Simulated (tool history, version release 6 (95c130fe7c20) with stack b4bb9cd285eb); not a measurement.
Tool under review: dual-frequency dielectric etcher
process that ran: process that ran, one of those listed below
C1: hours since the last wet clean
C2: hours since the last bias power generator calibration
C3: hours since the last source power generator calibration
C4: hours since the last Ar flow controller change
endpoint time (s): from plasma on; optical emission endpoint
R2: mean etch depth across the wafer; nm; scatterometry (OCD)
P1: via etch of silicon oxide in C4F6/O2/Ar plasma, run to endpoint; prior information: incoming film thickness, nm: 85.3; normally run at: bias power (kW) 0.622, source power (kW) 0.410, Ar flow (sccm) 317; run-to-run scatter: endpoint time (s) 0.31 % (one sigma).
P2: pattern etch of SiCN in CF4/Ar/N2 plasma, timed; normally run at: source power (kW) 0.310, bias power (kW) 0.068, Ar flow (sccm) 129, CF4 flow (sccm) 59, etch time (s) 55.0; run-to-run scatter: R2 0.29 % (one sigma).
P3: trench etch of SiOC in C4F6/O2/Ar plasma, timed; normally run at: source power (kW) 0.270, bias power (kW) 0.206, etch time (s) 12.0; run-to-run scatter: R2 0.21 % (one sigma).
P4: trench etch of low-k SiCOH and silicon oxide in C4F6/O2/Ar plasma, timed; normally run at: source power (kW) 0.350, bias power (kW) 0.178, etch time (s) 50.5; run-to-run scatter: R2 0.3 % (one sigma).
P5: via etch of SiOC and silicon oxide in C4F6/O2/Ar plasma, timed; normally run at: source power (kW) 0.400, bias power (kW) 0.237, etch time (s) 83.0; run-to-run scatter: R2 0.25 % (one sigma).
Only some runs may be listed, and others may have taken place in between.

{"run": 1, "day": 0.196, "process that ran": "P1", "bias power (kW)": 0.622, "source power (kW)": 0.41, "Ar flow (sccm)": 317, "C1": 95.4, "C2": 1832.6, "C3": 1887.2, "C4": 1281.4, "endpoint time (s)": 17.535}
{"run": 2, "day": 0.492, "process that ran": "P1", "bias power (kW)": 0.622, "source power (kW)": 0.41, "Ar flow (sccm)": 236, "C1": 102.5, "C2": 1839.7, "C3": 1894.3, "C4": 1288.5, "endpoint time (s)": 16.888}
{"run": 3, "day": 0.788, "process that ran": "P2", "bias power (kW)": 0.068, "source power (kW)": 0.31, "Ar flow (sccm)": 86, "CF4 flow (sccm)": 59, "etch time (s)": 55.0, "C1": 109.6, "C2": 1846.8, "C3": 1901.4, "C4": 1295.6, "R2": 33.063}
{"run": 4, "day": 1.179, "process that ran": "P1", "bias power (kW)": 0.622, "source power (kW)": 0.41, "Ar flow (sccm)": 317, "C1": 119.0, "C2": 1856.2, "C3": 1910.8, "C4": 1305.0, "endpoint time (s)": 17.565}
{"run": 5, "day": 1.567, "process that ran": "P2", "bias power (kW)": 0.046, "source power (kW)": 0.31, "Ar flow (sccm)": 129, "CF4 flow (sccm)": 59, "etch time (s)": 55.0, "C1": 128.3, "C2": 1865.5, "C3": 1920.1, "C4": 1314.3, "R2": 27.0}
{"run": 6, "day": 1.825, "process that ran": "P3", "bias power (kW)": 0.206, "source power (kW)": 0.27, "etch time (s)": 6.5, "C1": 134.5, "C2": 1871.7, "C3": 1926.3, "C4": 1320.5, "R2": 12.341}
{"run": 7, "day": 2.2, "process that ran": "P3", "bias power (kW)": 0.206, "source power (kW)": 0.19, "etch time (s)": 12.0, "C1": 143.5, "C2": 1880.7, "C3": 1935.3, "C4": 1329.5, "R2": 19.908}
{"run": 8, "day": 2.529, "process that ran": "P1", "bias power (kW)": 0.403, "source power (kW)": 0.57, "Ar flow (sccm)": 317, "C1": 151.4, "C2": 1888.6, "C3": 1943.2, "C4": 1337.4, "endpoint time (s)": 18.214}
{"run": 9, "day": 2.954, "process that ran": "P4", "bias power (kW)": 0.178, "source power (kW)": 0.35, "etch time (s)": 50.5, "C1": 161.6, "C2": 1898.8, "C3": 1953.4, "C4": 1347.6, "R2": 153.51}
{"run": 10, "day": 3.221, "process that ran": "P1", "bias power (kW)": 0.622, "source power (kW)": 0.41, "Ar flow (sccm)": 317, "C1": 168.0, "C2": 1905.2, "C3": 1959.8, "C4": 1354.0, "endpoint time (s)": 17.533}
{"run": 11, "day": 3.521, "process that ran": "P1", "bias power (kW)": 0.622, "source power (kW)": 0.41, "Ar flow (sccm)": 379, "C1": 175.2, "C2": 1912.4, "C3": 1967.0, "C4": 1361.2, "endpoint time (s)": 17.882}
{"run": 12, "day": 3.954, "process that ran": "P5", "bias power (kW)": 0.237, "source power (kW)": 0.4, "etch time (s)": 83.0, "C1": 185.6, "C2": 1922.8, "C3": 1977.4, "C4": 1371.6, "R2": 104.39}
{"run": 13, "day": 4.221, "process that ran": "P2", "bias power (kW)": 0.068, "source power (kW)": 0.31, "Ar flow (sccm)": 129, "CF4 flow (sccm)": 59, "etch time (s)": 55.0, "C1": 192.0, "C2": 1929.2, "C3": 1983.8, "C4": 1378.0, "R2": 31.075}
{"run": 14, "day": 4.412, "process that ran": "P1", "bias power (kW)": 0.622, "source power (kW)": 0.28, "Ar flow (sccm)": 317, "C1": 196.6, "C2": 1933.8, "C3": 1988.4, "C4": 1382.6, "endpoint time (s)": 20.099}
{"run": 15, "day": 4.671, "process that ran": "P1", "bias power (kW)": 0.482, "source power (kW)": 0.41, "Ar flow (sccm)": 317, "C1": 202.8, "C2": 1940.0, "C3": 1994.6, "C4": 1388.8, "endpoint time (s)": 19.245}
{"run": 16, "day": 4.988, "process that ran": "P3", "bias power (kW)": 0.206, "source power (kW)": 0.27, "etch time (s)": 12.0, "C1": 210.4, "C2": 1947.6, "C3": 2002.2, "C4": 1396.4, "R2": 22.819}
{"run": 17, "day": 5.212, "process that ran": "P5", "bias power (kW)": 0.16, "source power (kW)": 0.4, "etch time (s)": 83.0, "C1": 215.8, "C2": 1953.0, "C3": 2007.6, "C4": 1401.8, "R2": 91.785}
{"run": 18, "day": 5.508, "process that ran": "P4", "bias power (kW)": 0.106, "source power (kW)": 0.35, "etch time (s)": 50.5, "C1": 222.9, "C2": 1960.1, "C3": 2014.7, "C4": 1408.9, "R2": 130.83}
{"run": 19, "day": 5.725, "process that ran": "P1", "bias power (kW)": 0.622, "source power (kW)": 0.52, "Ar flow (sccm)": 317, "C1": 228.1, "C2": 1965.3, "C3": 2019.9, "C4": 1414.1, "endpoint time (s)": 15.915}
{"run": 20, "day": 6.012, "process that ran": "P4", "bias power (kW)": 0.178, "source power (kW)": 0.35, "etch time (s)": 28.0, "C1": 235.0, "C2": 1972.2, "C3": 2026.8, "C4": 1421.0, "R2": 84.617}
{"run": 21, "day": 6.383, "process that ran": "P5", "bias power (kW)": 0.237, "source power (kW)": 0.4, "etch time (s)": 124.0, "C1": 243.9, "C2": 1981.1, "C3": 2035.7, "C4": 1429.9, "R2": 155.64}
{"run": 22, "day": 6.788, "process that ran": "P1", "bias power (kW)": 0.782, "source power (kW)": 0.51, "Ar flow (sccm)": 317, "C1": 253.6, "C2": 1990.8, "C3": 2045.4, "C4": 1439.6, "endpoint time (s)": 14.802}
{"run": 23, "day": 7.033, "process that ran": "P1", "bias power (kW)": 0.622, "source power (kW)": 0.41, "Ar flow (sccm)": 317, "C1": 259.5, "C2": 1996.7, "C3": 2051.3, "C4": 1445.5, "endpoint time (s)": 17.487}
{"run": 24, "day": 7.396, "process that ran": "P2", "bias power (kW)": 0.068, "source power (kW)": 0.2, "Ar flow (sccm)": 129, "CF4 flow (sccm)": 59, "etch time (s)": 55.0, "C1": 268.2, "C2": 2005.4, "C3": 2060.0, "C4": 1454.2, "R2": 21.219}
{"day": 7.438, "done": "wet clean of the chamber"}
{"run": 25, "day": 7.796, "process that ran": "P4", "bias power (kW)": 0.178, "source power (kW)": 0.35, "etch time (s)": 50.5, "C1": 8.6, "C2": 2015.0, "C3": 2069.6, "C4": 1463.8, "R2": 153.82}
{"run": 26, "day": 8.175, "process that ran": "P1", "bias power (kW)": 0.622, "source power (kW)": 0.31, "Ar flow (sccm)": 221, "C1": 17.7, "C2": 2024.1, "C3": 2078.7, "C4": 1472.9, "endpoint time (s)": 18.698}
{"run": 27, "day": 8.425, "process that ran": "P1", "bias power (kW)": 0.85, "source power (kW)": 0.41, "Ar flow (sccm)": 317, "C1": 23.7, "C2": 2030.1, "C3": 2084.7, "C4": 1478.9, "endpoint time (s)": 15.438}
{"run": 28, "day": 8.85, "process that ran": "P1", "bias power (kW)": 0.622, "source power (kW)": 0.41, "Ar flow (sccm)": 317, "C1": 33.9, "C2": 2040.3, "C3": 2094.9, "C4": 1489.1, "endpoint time (s)": 17.568}
{"run": 29, "day": 9.262, "process that ran": "P5", "bias power (kW)": 0.237, "source power (kW)": 0.53, "etch time (s)": 83.0, "C1": 43.8, "C2": 2050.2, "C3": 2104.8, "C4": 1499.0, "R2": 116.19}
{"run": 30, "day": 9.571, "process that ran": "P4", "bias power (kW)": 0.178, "source power (kW)": 0.5, "etch time (s)": 50.5, "C1": 51.2, "C2": 2057.6, "C3": 2112.2, "C4": 1506.4, "R2": 176.87}
{"run": 31, "day": 9.821, "process that ran": "P2", "bias power (kW)": 0.068, "source power (kW)": 0.31, "Ar flow (sccm)": 129, "CF4 flow (sccm)": 45, "etch time (s)": 55.0, "C1": 57.2, "C2": 2063.6, "C3": 2118.2, "C4": 1512.4, "R2": 29.69}
{"run": 32, "day": 10.254, "process that ran": "P2", "bias power (kW)": 0.068, "source power (kW)": 0.31, "Ar flow (sccm)": 129, "CF4 flow (sccm)": 59, "etch time (s)": 39.0, "C1": 67.6, "C2": 2074.0, "C3": 2128.6, "C4": 1522.8, "R2": 22.25}
{"run": 33, "day": 10.567, "process that ran": "P3", "bias power (kW)": 0.151, "source power (kW)": 0.27, "etch time (s)": 12.0, "C1": 75.1, "C2": 2081.5, "C3": 2136.1, "C4": 1530.3, "R2": 20.592}
{"run": 34, "day": 10.85, "process that ran": "P1", "bias power (kW)": 0.622, "source power (kW)": 0.41, "Ar flow (sccm)": 317, "C1": 81.9, "C2": 2088.3, "C3": 2142.9, "C4": 1537.1, "endpoint time (s)": 17.466}
{"run": 35, "day": 11.146, "process that ran": "P1", "bias power (kW)": 0.622, "source power (kW)": 0.41, "Ar flow (sccm)": 317, "C1": 89.0, "C2": 2095.4, "C3": 2150.0, "C4": 1544.2, "endpoint time (s)": 17.357}
{"run": 36, "day": 11.467, "process that ran": "P1", "bias power (kW)": 0.622, "source power (kW)": 0.41, "Ar flow (sccm)": 317, "C1": 96.7, "C2": 2103.1, "C3": 2157.7, "C4": 1551.9, "endpoint time (s)": 17.373}
{"day": 11.579, "done": "Ar flow controller replaced"}
{"day": 11.625, "done": "wet clean of the chamber"}
{"run": 37, "day": 11.675, "process that ran": "P1", "bias power (kW)": 0.622, "source power (kW)": 0.41, "Ar flow (sccm)": 317, "C1": 1.2, "C2": 2108.1, "C3": 2162.7, "C4": 2.4, "endpoint time (s)": 17.272}
{"run": 38, "day": 11.975, "process that ran": "P1", "bias power (kW)": 0.622, "source power (kW)": 0.41, "Ar flow (sccm)": 317, "C1": 8.4, "C2": 2115.3, "C3": 2169.9, "C4": 9.6, "endpoint time (s)": 17.202}
{"run": 39, "day": 12.288, "process that ran": "P1", "bias power (kW)": 0.622, "source power (kW)": 0.41, "Ar flow (sccm)": 317, "C1": 15.9, "C2": 2122.8, "C3": 2177.4, "C4": 17.1, "endpoint time (s)": 17.342}
{"run": 40, "day": 12.612, "process that ran": "P1", "bias power (kW)": 0.622, "source power (kW)": 0.41, "Ar flow (sccm)": 317, "C1": 23.7, "C2": 2130.6, "C3": 2185.2, "C4": 24.9, "endpoint time (s)": 17.259}

P1 no longer gives what it gave before; its output has crept away from where it was. The following 2 causes, each at its listed size, fit the log equally well:
A: bias power that arrives over what is set, % = 4.44
B: source power that arrives over what is set, % = 4.69
Creep in the process output first set in at about day 10.850.
Each remaining cause and why it is not a fit:
chamber walls in a state that raises the etch rate, %: serviced at day 11.625, after the drift had started, without restoring the earlier output
Ar flow that arrives under what is set, %: serviced at day 11.579, after the drift had started, without restoring the earlier output

Each of the 4 check runs below uses one wafer; its results are left as question marks. Which run tells the causes apart?
{"run": "check 1", "day": 12.938, "process that ran": "P5", "bias power (kW)": 0.186, "source power (kW)": 0.4, "etch time (s)": 83.0, "R2": "?"}
{"run": "check 2", "day": 12.938, "process that ran": "P2", "bias power (kW)": 0.047, "source power (kW)": 0.31, "Ar flow (sccm)": 108, "CF4 flow (sccm)": 59, "etch time (s)": 55.0, "R2": "?"}
{"run": "check 3", "day": 12.938, "process that ran": "P4", "bias power (kW)": 0.178, "source power (kW)": 0.42, "etch time (s)": 50.5, "R2": "?"}
{"run": "check 4", "day": 12.938, "process that ran": "P3", "bias power (kW)": 0.206, "source power (kW)": 0.23, "etch time (s)": 7.5, "R2": "?"}

If the cause were each of the candidates in turn, the checks would give the following:
check=check_1 result=R2 if_A=97.257 if_B=97.606
check=check_2 result=R2 if_A=28.516 if_B=29.255
check=check_3 result=R2 if_A=166.860 if_B=167.560
check=check_4 result=R2 if_A=13.566 if_B=13.603
Per check, the gap between the least separated pair of causes, taken in the result that splits them most: check 1 0.36 %; check 2 2.56 %; check 3 0.42 %; check 4 0.28 %
The causes can be told apart only by check 2. The other checks would give nearly the same results under each of them.

The results of check 2 are: R2 28.639 nm. Based on these, which of the listed causes is it?

It was cause A: bias power that arrives over what is set, %.
